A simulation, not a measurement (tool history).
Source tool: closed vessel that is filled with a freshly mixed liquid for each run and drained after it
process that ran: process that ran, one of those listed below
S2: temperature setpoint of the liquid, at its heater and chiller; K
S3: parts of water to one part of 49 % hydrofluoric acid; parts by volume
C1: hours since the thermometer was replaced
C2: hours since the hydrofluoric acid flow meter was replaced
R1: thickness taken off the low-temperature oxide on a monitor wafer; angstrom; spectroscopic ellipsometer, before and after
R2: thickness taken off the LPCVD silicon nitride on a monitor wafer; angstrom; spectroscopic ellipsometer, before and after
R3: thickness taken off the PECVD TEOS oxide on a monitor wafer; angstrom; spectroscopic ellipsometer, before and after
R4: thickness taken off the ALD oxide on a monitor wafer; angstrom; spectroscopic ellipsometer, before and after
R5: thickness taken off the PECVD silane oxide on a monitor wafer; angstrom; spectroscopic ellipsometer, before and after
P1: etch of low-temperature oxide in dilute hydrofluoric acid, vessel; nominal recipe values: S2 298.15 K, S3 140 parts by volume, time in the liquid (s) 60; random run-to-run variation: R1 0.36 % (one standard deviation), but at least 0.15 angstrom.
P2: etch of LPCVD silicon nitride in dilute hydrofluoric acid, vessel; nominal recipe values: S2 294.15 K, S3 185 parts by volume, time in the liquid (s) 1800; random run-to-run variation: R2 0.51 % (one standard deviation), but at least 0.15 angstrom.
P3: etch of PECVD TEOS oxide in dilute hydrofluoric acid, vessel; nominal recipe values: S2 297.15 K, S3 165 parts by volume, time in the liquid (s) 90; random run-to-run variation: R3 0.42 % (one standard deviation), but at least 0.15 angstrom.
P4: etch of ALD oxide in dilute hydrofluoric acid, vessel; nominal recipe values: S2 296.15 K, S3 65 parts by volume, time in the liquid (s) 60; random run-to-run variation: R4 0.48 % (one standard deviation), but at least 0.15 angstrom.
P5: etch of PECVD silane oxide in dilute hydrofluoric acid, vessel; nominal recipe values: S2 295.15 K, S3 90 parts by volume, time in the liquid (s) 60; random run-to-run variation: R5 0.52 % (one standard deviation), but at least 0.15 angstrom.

{"run": 1, "day": 0.688, "process that ran": "P1", "S2": 298.15, "S3": 140, "time in the liquid (s)": 60, "C1": 1005.3, "C2": 1164.7, "R1": 129.34}
{"run": 2, "day": 1.321, "process that ran": "P2", "S2": 290.15, "S3": 185, "time in the liquid (s)": 1800, "C1": 1020.5, "C2": 1179.9, "R2": 31.747}
{"run": 3, "day": 2.0, "process that ran": "P1", "S2": 293.15, "S3": 140, "time in the liquid (s)": 60, "C1": 1036.8, "C2": 1196.2, "R1": 107.02}
{"run": 4, "day": 2.55, "process that ran": "P3", "S2": 297.15, "S3": 265, "time in the liquid (s)": 90, "C1": 1050, "C2": 1209.4, "R3": 33.082}
{"run": 5, "day": 3.104, "process that ran": "P2", "S2": 294.15, "S3": 185, "time in the liquid (s)": 1800, "C1": 1063.3, "C2": 1222.7, "R2": 41.78}
{"run": 6, "day": 3.867, "process that ran": "P1", "S2": 303.65, "S3": 140, "time in the liquid (s)": 60, "C1": 1081.6, "C2": 1241, "R1": 159.76}
{"run": 7, "day": 4.3, "process that ran": "P1", "S2": 298.15, "S3": 140, "time in the liquid (s)": 60, "C1": 1092, "C2": 1251.4, "R1": 130.36}
{"run": 8, "day": 4.775, "process that ran": "P4", "S2": 303.15, "S3": 65, "time in the liquid (s)": 60, "C1": 1103.4, "C2": 1262.8, "R4": 221.58}
{"run": 9, "day": 5.483, "process that ran": "P4", "S2": 296.15, "S3": 40, "time in the liquid (s)": 60, "C1": 1120.4, "C2": 1279.8, "R4": 283.07}
{"run": 10, "day": 6.025, "process that ran": "P3", "S2": 293.15, "S3": 165, "time in the liquid (s)": 90, "C1": 1133.4, "C2": 1292.8, "R3": 51.768}
{"run": 11, "day": 6.704, "process that ran": "P4", "S2": 296.15, "S3": 65, "time in the liquid (s)": 30, "C1": 1149.7, "C2": 1309.1, "R4": 83.582}
{"run": 12, "day": 7.388, "process that ran": "P5", "S2": 295.15, "S3": 90, "time in the liquid (s)": 60, "C1": 1166.1, "C2": 1325.5, "R5": 116.9}
{"run": 13, "day": 7.975, "process that ran": "P5", "S2": 295.15, "S3": 35, "time in the liquid (s)": 60, "C1": 1180.2, "C2": 1339.6, "R5": 318.82}
{"run": 14, "day": 8.725, "process that ran": "P1", "S2": 298.15, "S3": 25, "time in the liquid (s)": 60, "C1": 1198.2, "C2": 1357.6, "R1": 838.51}
{"run": 15, "day": 9.333, "process that ran": "P1", "S2": 294.15, "S3": 140, "time in the liquid (s)": 30, "C1": 1212.8, "C2": 1372.2, "R1": 55.728}
{"run": 16, "day": 9.704, "process that ran": "P4", "S2": 296.15, "S3": 65, "time in the liquid (s)": 60, "C1": 1221.7, "C2": 1381.1, "R4": 169.26}
{"run": 17, "day": 10.271, "process that ran": "P1", "S2": 298.15, "S3": 140, "time in the liquid (s)": 105, "C1": 1235.3, "C2": 1394.7, "R1": 227.59}
{"run": 18, "day": 10.733, "process that ran": "P3", "S2": 297.15, "S3": 165, "time in the liquid (s)": 90, "C1": 1246.4, "C2": 1405.8, "R3": 59.682}
{"run": 19, "day": 11.133, "process that ran": "P1", "S2": 298.15, "S3": 225, "time in the liquid (s)": 60, "C1": 1256, "C2": 1415.4, "R1": 73.61}
{"run": 20, "day": 11.646, "process that ran": "P2", "S2": 294.15, "S3": 275, "time in the liquid (s)": 1800, "C1": 1268.3, "C2": 1427.7, "R2": 28.528}
{"run": 21, "day": 12.329, "process that ran": "P1", "S2": 298.15, "S3": 140, "time in the liquid (s)": 60, "C1": 1284.7, "C2": 1444.1, "R1": 129.53}
{"run": 22, "day": 13.05, "process that ran": "P5", "S2": 295.15, "S3": 90, "time in the liquid (s)": 95, "C1": 1302, "C2": 1461.4, "R5": 183.44}
{"run": 23, "day": 13.388, "process that ran": "P3", "S2": 297.15, "S3": 165, "time in the liquid (s)": 150, "C1": 1310.1, "C2": 1469.5, "R3": 99.486}
{"run": 24, "day": 13.983, "process that ran": "P1", "S2": 298.15, "S3": 140, "time in the liquid (s)": 60, "C1": 1324.4, "C2": 1483.8, "R1": 129.59}
{"run": 25, "day": 14.392, "process that ran": "P1", "S2": 298.15, "S3": 140, "time in the liquid (s)": 35, "C1": 1334.2, "C2": 1493.6, "R1": 75.56}
{"run": 26, "day": 14.833, "process that ran": "P2", "S2": 294.15, "S3": 185, "time in the liquid (s)": 3580, "C1": 1344.8, "C2": 1504.2, "R2": 81.916}
{"run": 27, "day": 15.475, "process that ran": "P2", "S2": 294.15, "S3": 185, "time in the liquid (s)": 1800, "C1": 1360.2, "C2": 1519.6, "R2": 41.699}
{"run": 28, "day": 16.033, "process that ran": "P5", "S2": 295.15, "S3": 90, "time in the liquid (s)": 60, "C1": 1373.6, "C2": 1533, "R5": 116.46}
{"run": 29, "day": 16.812, "process that ran": "P5", "S2": 290.65, "S3": 90, "time in the liquid (s)": 60, "C1": 1392.3, "C2": 1551.7, "R5": 96.913}
{"run": 30, "day": 17.196, "process that ran": "P1", "S2": 298.15, "S3": 140, "time in the liquid (s)": 60, "C1": 1401.5, "C2": 1560.9, "R1": 130.18}
{"run": 31, "day": 17.588, "process that ran": "P3", "S2": 297.15, "S3": 165, "time in the liquid (s)": 90, "C1": 1410.9, "C2": 1570.3, "R3": 59.901}
{"run": 32, "day": 18.3, "process that ran": "P1", "S2": 298.15, "S3": 140, "time in the liquid (s)": 60, "C1": 1428, "C2": 1587.4, "R1": 129.21}
{"run": 33, "day": 19.054, "process that ran": "P1", "S2": 298.15, "S3": 140, "time in the liquid (s)": 60, "C1": 1446.1, "C2": 1605.5, "R1": 127.1}
{"run": 34, "day": 19.583, "process that ran": "P1", "S2": 298.15, "S3": 140, "time in the liquid (s)": 60, "C1": 1458.8, "C2": 1618.2, "R1": 126.31}
{"run": 35, "day": 19.938, "process that ran": "P1", "S2": 298.15, "S3": 140, "time in the liquid (s)": 60, "C1": 1467.3, "C2": 1626.7, "R1": 125.14}
{"run": 36, "day": 20.562, "process that ran": "P1", "S2": 298.15, "S3": 140, "time in the liquid (s)": 60, "C1": 1482.3, "C2": 1641.7, "R1": 125.22}
{"run": 37, "day": 21.004, "process that ran": "P1", "S2": 298.15, "S3": 140, "time in the liquid (s)": 60, "C1": 1492.9, "C2": 1652.3, "R1": 124.52}
{"run": 38, "day": 21.579, "process that ran": "P1", "S2": 298.15, "S3": 140, "time in the liquid (s)": 60, "C1": 1506.7, "C2": 1666.1, "R1": 123.15}
{"run": 39, "day": 22.133, "process that ran": "P1", "S2": 298.15, "S3": 140, "time in the liquid (s)": 60, "C1": 1520, "C2": 1679.4, "R1": 123.76}
{"run": 40, "day": 22.888, "process that ran": "P1", "S2": 298.15, "S3": 140, "time in the liquid (s)": 60, "C1": 1538.1, "C2": 1697.5, "R1": 123.35}
{"run": 41, "day": 23.4, "process that ran": "P1", "S2": 298.15, "S3": 140, "time in the liquid (s)": 60, "C1": 1550.4, "C2": 1709.8, "R1": 122.6}
{"run": 42, "day": 24.158, "process that ran": "P1", "S2": 298.15, "S3": 140, "time in the liquid (s)": 60, "C1": 1568.6, "C2": 1728, "R1": 123.24}
{"run": 43, "day": 24.671, "process that ran": "P1", "S2": 298.15, "S3": 140, "time in the liquid (s)": 60, "C1": 1580.9, "C2": 1740.3, "R1": 124.09}

Something has made what P1 gives creep away from where it was; the 2 causes below, each at its own stated size, fit the log equally well:
A: liquid colder than its thermometer reads (K) = 1.42
B: hydrofluoric acid flow below the setpoint (%) = 4.55
At approximately day 18.3, the process output began to creep.

The check runs listed below each take one wafer, and their results are still question marks. Under which run would the listed causes lead to clearly different results?
{"run": "check 1", "day": 25.183, "process that ran": "P3", "S2": 297.15, "S3": 165, "time in the liquid (s)": 90, "R3": "?"}
{"run": "check 2", "day": 25.183, "process that ran": "P2", "S2": 294.15, "S3": 185, "time in the liquid (s)": 1800, "R2": "?"}
{"run": "check 3", "day": 25.183, "process that ran": "P5", "S2": 295.15, "S3": 90, "time in the liquid (s)": 60, "R5": "?"}
{"run": "check 4", "day": 25.183, "process that ran": "P4", "S2": 296.15, "S3": 65, "time in the liquid (s)": 60, "R4": "?"}

How each check would come out, cause by cause:
check=check_1 result=R3 if_A=56.507 if_B=56.436
check=check_2 result=R2 if_A=37.871 if_B=39.731
check=check_3 result=R5 if_A=109.88 if_B=110.58
check=check_4 result=R4 if_A=158.4 if_B=159.68
Minimum pairwise separation of causes per check, each pair taken at its best-separating result: check 1 0.12 %; check 2 4.8 %; check 3 0.64 %; check 4 0.81 %
The other checks would show nearly matching results whichever cause is true, so check 2 is the only one that separates the causes.

With check 2 done, the readings were: R2 39.773 angstrom. Identify which of the listed causes applies.

The cause is B: hydrofluoric acid flow below the setpoint (%).
